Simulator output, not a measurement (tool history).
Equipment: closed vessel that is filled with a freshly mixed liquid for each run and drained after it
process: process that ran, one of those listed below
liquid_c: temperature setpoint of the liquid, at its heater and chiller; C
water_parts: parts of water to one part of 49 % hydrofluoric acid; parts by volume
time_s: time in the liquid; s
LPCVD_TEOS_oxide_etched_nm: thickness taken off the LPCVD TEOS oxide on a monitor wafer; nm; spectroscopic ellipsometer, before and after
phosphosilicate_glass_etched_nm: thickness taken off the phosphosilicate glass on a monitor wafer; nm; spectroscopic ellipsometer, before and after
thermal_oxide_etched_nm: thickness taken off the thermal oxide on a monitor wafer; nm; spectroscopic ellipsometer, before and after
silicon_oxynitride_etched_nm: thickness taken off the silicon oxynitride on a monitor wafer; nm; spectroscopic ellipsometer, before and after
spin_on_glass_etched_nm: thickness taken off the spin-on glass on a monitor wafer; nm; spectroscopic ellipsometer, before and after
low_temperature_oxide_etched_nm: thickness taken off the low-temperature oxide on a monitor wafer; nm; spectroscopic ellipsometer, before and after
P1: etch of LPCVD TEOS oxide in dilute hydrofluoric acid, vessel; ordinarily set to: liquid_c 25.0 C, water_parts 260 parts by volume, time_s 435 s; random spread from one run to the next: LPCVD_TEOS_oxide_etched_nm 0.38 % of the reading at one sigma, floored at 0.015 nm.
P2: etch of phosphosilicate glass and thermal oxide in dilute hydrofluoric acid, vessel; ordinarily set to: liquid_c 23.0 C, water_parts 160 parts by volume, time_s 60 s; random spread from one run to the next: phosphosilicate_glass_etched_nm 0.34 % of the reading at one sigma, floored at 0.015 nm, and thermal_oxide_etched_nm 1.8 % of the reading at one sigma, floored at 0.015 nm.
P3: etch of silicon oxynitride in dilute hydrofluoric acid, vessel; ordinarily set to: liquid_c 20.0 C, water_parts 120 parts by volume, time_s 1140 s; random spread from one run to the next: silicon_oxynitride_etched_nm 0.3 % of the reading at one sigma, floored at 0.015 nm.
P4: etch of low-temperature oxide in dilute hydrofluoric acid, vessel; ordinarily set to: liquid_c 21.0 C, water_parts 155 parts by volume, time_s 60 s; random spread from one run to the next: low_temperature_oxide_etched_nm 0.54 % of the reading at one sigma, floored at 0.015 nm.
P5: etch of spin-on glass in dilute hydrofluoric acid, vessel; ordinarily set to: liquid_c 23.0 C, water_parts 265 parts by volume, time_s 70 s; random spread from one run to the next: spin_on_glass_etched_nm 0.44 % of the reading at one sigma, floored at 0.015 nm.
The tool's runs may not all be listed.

| run | hour | process | liquid_c | water_parts | time_s | hours since the thermometer was replaced | hours since the hydrofluoric acid flow meter was replaced | LPCVD_TEOS_oxide_etched_nm | phosphosilicate_glass_etched_nm | thermal_oxide_etched_nm | silicon_oxynitride_etched_nm | spin_on_glass_etched_nm | low_temperature_oxide_etched_nm |
|---|---|---|---|---|---|---|---|---|---|---|---|---|---|
| 1 | 7.6 | P1 | 25.0 | 260 | 435 | 113.3 | 758.1 | 43.2820 |  |  |  |  |  |
| 2 | 18.3 | P1 | 19.5 | 260 | 435 | 124.0 | 768.8 | 35.2360 |  |  |  |  |  |
| 3 | 28.5 | P2 | 30.5 | 160 | 60 | 134.2 | 779.0 |  | 42.125 | 2.0009 |  |  |  |
| 4 | 40.4 | P1 | 25.0 | 260 | 435 | 146.1 | 790.9 | 43.3070 |  |  |  |  |  |
| 5 | 50.8 | P1 | 25.0 | 260 | 435 | 156.5 | 801.3 | 43.3250 |  |  |  |  |  |
| 6 | 60.3 | P1 | 30.0 | 260 | 150 | 166.0 | 810.8 | 17.7170 |  |  |  |  |  |
| 7 | 71.0 | P3 | 20.0 | 120 | 1140 | 176.7 | 821.5 |  |  |  | 34.599 |  |  |
| 8 | 81.1 | P5 | 23.0 | 265 | 70 | 186.8 | 831.6 |  |  |  |  | 8.2900 |  |
| 9 | 93.9 | P1 | 25.0 | 260 | 435 | 199.6 | 844.4 | 43.2910 |  |  |  |  |  |
| 10 | 101.4 | P4 | 21.0 | 80 | 60 | 207.1 | 851.9 |  |  |  |  |  | 11.1010 |
| 11 | 109.7 | P4 | 21.0 | 155 | 60 | 215.4 | 860.2 |  |  |  |  |  | 5.2707 |
| 12 | 118.1 | P2 | 23.0 | 160 | 60 | 223.8 | 868.6 |  | 32.096 | 1.4988 |  |  |  |
| 13 | 131.9 | P1 | 25.0 | 390 | 75 | 237.6 | 882.4 | 4.3415 |  |  |  |  |  |
| 14 | 143.6 | P5 | 29.0 | 265 | 70 | 249.3 | 894.1 |  |  |  |  | 10.3380 |  |
| 15 | 151.3 | P1 | 30.5 | 260 | 435 | 257.0 | 901.8 | 52.1900 |  |  |  |  |  |
| 16 | 162.7 | P1 | 25.0 | 435 | 435 | 268.4 | 913.2 | 21.8230 |  |  |  |  |  |
| 17 | 170.4 | P1 | 25.0 | 260 | 435 | 276.1 | 920.9 | 43.1340 |  |  |  |  |  |
| 18 | 178.4 | P1 | 25.0 | 260 | 435 | 284.1 | 928.9 | 43.4500 |  |  |  |  |  |
| 19 | 187.2 | P3 | 20.0 | 120 | 2185 | 292.9 | 937.7 |  |  |  | 65.846 |  |  |
| 20 | 196.1 | P4 | 21.0 | 155 | 105 | 301.8 | 946.6 |  |  |  |  |  | 9.1939 |
| 21 | 203.8 | P1 | 25.0 | 260 | 220 | 309.5 | 954.3 | 21.7030 |  |  |  |  |  |
| 22 | 215.8 | P3 | 20.0 | 120 | 1140 | 321.5 | 966.3 |  |  |  | 34.518 |  |  |
| 23 | 228.7 | P1 | 25.0 | 260 | 435 | 334.4 | 979.2 | 43.3620 |  |  |  |  |  |
| 24 | 236.1 | P3 | 20.0 | 60 | 1140 | 341.8 | 986.6 |  |  |  | 72.274 |  |  |
| 25 | 245.9 | P5 | 23.0 | 265 | 135 | 351.6 | 996.4 |  |  |  |  | 16.1730 |  |
| 26 | 256.6 | P1 | 25.0 | 165 | 435 | 362.3 | 1007.1 | 76.0050 |  |  |  |  |  |
| 27 | 270.0 | P1 | 25.0 | 260 | 840 | 375.7 | 1020.5 | 83.8520 |  |  |  |  |  |
| 28 | 281.9 | P5 | 23.0 | 400 | 70 | 387.6 | 1032.4 |  |  |  |  | 4.8922 |  |
| 29 | 291.0 | P2 | 23.0 | 55 | 60 | 396.7 | 1041.5 |  | 104.920 | 4.9079 |  |  |  |
| 30 | 300.2 | P1 | 18.0 | 260 | 710 | 405.9 | 1050.7 | 55.0310 |  |  |  |  |  |
| 31 | 307.8 | P4 | 29.0 | 155 | 60 | 413.5 | 1058.3 |  |  |  |  |  | 7.1047 |
| 32 | 317.9 | P2 | 23.0 | 160 | 90 | 423.6 | 1068.4 |  | 47.932 | 2.2749 |  |  |  |
| 33 | 325.0 | P3 | 17.0 | 120 | 1140 | 430.7 | 1075.5 |  |  |  | 29.901 |  |  |
| 34 | 335.4 | P2 | 23.0 | 160 | 60 | 441.1 | 1085.9 |  | 32.020 | 1.5015 |  |  |  |
| 35 | 342.6 | P1 | 25.0 | 260 | 435 | 448.3 | 1093.1 | 43.0020 |  |  |  |  |  |
| 36 | 354.6 | P1 | 25.0 | 260 | 435 | 460.3 | 1105.1 | 45.3920 |  |  |  |  |  |
| 37 | 361.9 | P1 | 25.0 | 260 | 435 | 467.6 | 1112.4 | 45.7950 |  |  |  |  |  |
| 38 | 367.8 | P1 | 25.0 | 260 | 435 | 473.5 | 1118.3 | 45.8950 |  |  |  |  |  |
| 39 | 379.5 | P1 | 25.0 | 260 | 435 | 485.2 | 1130.0 | 46.3170 |  |  |  |  |  |
| 40 | 386.4 | P1 | 25.0 | 260 | 435 | 492.1 | 1136.9 | 46.3970 |  |  |  |  |  |
| 41 | 392.4 | P1 | 25.0 | 260 | 435 | 498.1 | 1142.9 | 46.5070 |  |  |  |  |  |
| 42 | 404.8 | P1 | 25.0 | 260 | 435 | 510.5 | 1155.3 | 46.8170 |  |  |  |  |  |

The output of P1 has drifted from where it used to be. Each of the 2 causes below, taken at the size shown beside it, accounts for the log equally well:
A: liquid hotter than its thermometer reads (K) = 2.24
B: hydrofluoric acid flow above the setpoint (%) = 6.33
Onset of the creep was near hour 342.6.

Listed below are the offered check runs, one wafer per run, with question marks in place of results. For which of them would the causes give clearly different outcomes?
| check 1 | 417.2 | P2 | 28.0 | 160 | 60 |  |  |  | ? | ? |  |  |  |
| check 2 | 417.2 | P5 | 26.0 | 265 | 120 |  |  |  |  |  |  | ? |  |
| check 3 | 417.2 | P3 | 20.0 | 120 | 1960 |  |  |  |  |  | ? |  |  |
| check 4 | 417.2 | P4 | 26.5 | 155 | 105 |  |  |  |  |  |  |  | ? |

Check results expected under each cause:
| check | result | if A | if B |
|---|---|---|---|
| check 1 | phosphosilicate_glass_etched_nm | 41.759 | 41.453 |
| check 1 | thermal_oxide_etched_nm | 1.9877 | 1.9731 |
| check 2 | spin_on_glass_etched_nm | 17.2180 | 17.2450 |
| check 3 | silicon_oxynitride_etched_nm | 66.294 | 63.638 |
| check 4 | low_temperature_oxide_etched_nm | 12.3360 | 12.2170 |
Per-check spread between the two closest causes, in the result where they differ most: check 1 0.74 %; check 2 0.16 %; check 3 4.09 %; check 4 0.96 %
Check 3 distinguishes between the causes, while the remaining checks would return nearly the same result for all of them.

Running check 3 produced the following: silicon_oxynitride_etched_nm 63.603 nm. Which one of the listed causes fits?

It is B: hydrofluoric acid flow above the setpoint (%).
